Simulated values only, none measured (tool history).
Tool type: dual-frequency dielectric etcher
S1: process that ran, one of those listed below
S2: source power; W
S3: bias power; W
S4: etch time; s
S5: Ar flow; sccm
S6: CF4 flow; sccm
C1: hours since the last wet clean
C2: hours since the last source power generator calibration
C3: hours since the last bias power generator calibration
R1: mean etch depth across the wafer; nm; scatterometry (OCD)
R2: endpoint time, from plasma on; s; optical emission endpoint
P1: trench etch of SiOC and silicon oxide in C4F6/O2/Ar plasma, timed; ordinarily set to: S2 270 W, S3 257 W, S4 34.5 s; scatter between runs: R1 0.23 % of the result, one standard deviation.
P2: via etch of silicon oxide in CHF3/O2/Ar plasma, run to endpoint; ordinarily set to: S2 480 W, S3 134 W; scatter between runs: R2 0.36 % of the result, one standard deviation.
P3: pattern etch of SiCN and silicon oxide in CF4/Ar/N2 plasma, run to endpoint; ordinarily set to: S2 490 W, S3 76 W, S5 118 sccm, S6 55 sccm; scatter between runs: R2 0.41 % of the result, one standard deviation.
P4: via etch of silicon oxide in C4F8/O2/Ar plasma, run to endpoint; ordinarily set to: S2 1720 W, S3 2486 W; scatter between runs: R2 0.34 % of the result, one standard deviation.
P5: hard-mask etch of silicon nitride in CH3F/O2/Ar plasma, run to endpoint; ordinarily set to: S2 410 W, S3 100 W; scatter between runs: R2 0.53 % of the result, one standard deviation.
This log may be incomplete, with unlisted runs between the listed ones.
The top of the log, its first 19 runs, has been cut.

| run | hour | S1 | S2 | S3 | S4 | S5 | S6 | C1 | C2 | C3 | R1 | R2 |
|---|---|---|---|---|---|---|---|---|---|---|---|---|
| 20 | 149.9 | P2 | 480 | 83 |  |  |  | 340.0 | 1043.5 | 2802.9 |  | 275.490 |
| 21 | 158.2 | P3 | 320 | 76 |  | 118 | 55 | 348.3 | 1051.8 | 2811.2 |  | 16.361 |
| 22 | 167.9 | P5 | 410 | 66 |  |  |  | 358.0 | 1061.5 | 2820.9 |  | 66.894 |
| 23 | 173.6 | P4 | 1720 | 2486 |  |  |  | 363.7 | 1067.2 | 2826.6 |  | 249.730 |
| 24 | 181.6 | P5 | 240 | 100 |  |  |  | 371.7 | 1075.2 | 2834.6 |  | 70.568 |
| 25 | 187.3 | P1 | 270 | 175 | 34.5 |  |  | 377.4 | 1080.9 | 2840.3 | 58.654 |  |
| 26 | 194.1 | P1 | 340 | 328 | 34.5 |  |  | 384.2 | 1087.7 | 2847.1 | 79.301 |  |
|  | 195.3 | bias power generator calibrated |
|  | 195.6 | wet clean of the chamber |
| 27 | 202.1 | P3 | 490 | 76 |  | 118 | 55 | 6.6 | 1095.7 | 6.8 |  | 11.296 |
| 28 | 206.6 | P2 | 650 | 134 |  |  |  | 11.1 | 1100.2 | 11.3 |  | 213.470 |
| 29 | 214.2 | P5 | 410 | 100 |  |  |  | 18.7 | 1107.8 | 18.9 |  | 57.652 |
| 30 | 219.5 | P1 | 270 | 257 | 34.5 |  |  | 24.0 | 1113.1 | 24.2 | 66.951 |  |
| 31 | 224.9 | P1 | 270 | 257 | 34.5 |  |  | 29.4 | 1118.5 | 29.6 | 66.486 |  |
| 32 | 231.6 | P1 | 270 | 257 | 34.5 |  |  | 36.1 | 1125.2 | 36.3 | 66.308 |  |
| 33 | 239.3 | P1 | 270 | 257 | 34.5 |  |  | 43.8 | 1132.9 | 44.0 | 65.993 |  |
|  | 239.7 | wet clean of the chamber |
| 34 | 248.9 | P1 | 270 | 257 | 34.5 |  |  | 9.3 | 1142.5 | 53.6 | 65.671 |  |
| 35 | 255.9 | P1 | 270 | 257 | 34.5 |  |  | 16.3 | 1149.5 | 60.6 | 65.861 |  |

Expected results for the next run?
| 36 | 263.1 | P1 | 270 | 257 | 34.5 |  |  | 23.5 | 1156.7 | 67.8 | ? |  |

Run 36 gave R1 66.066 nm.
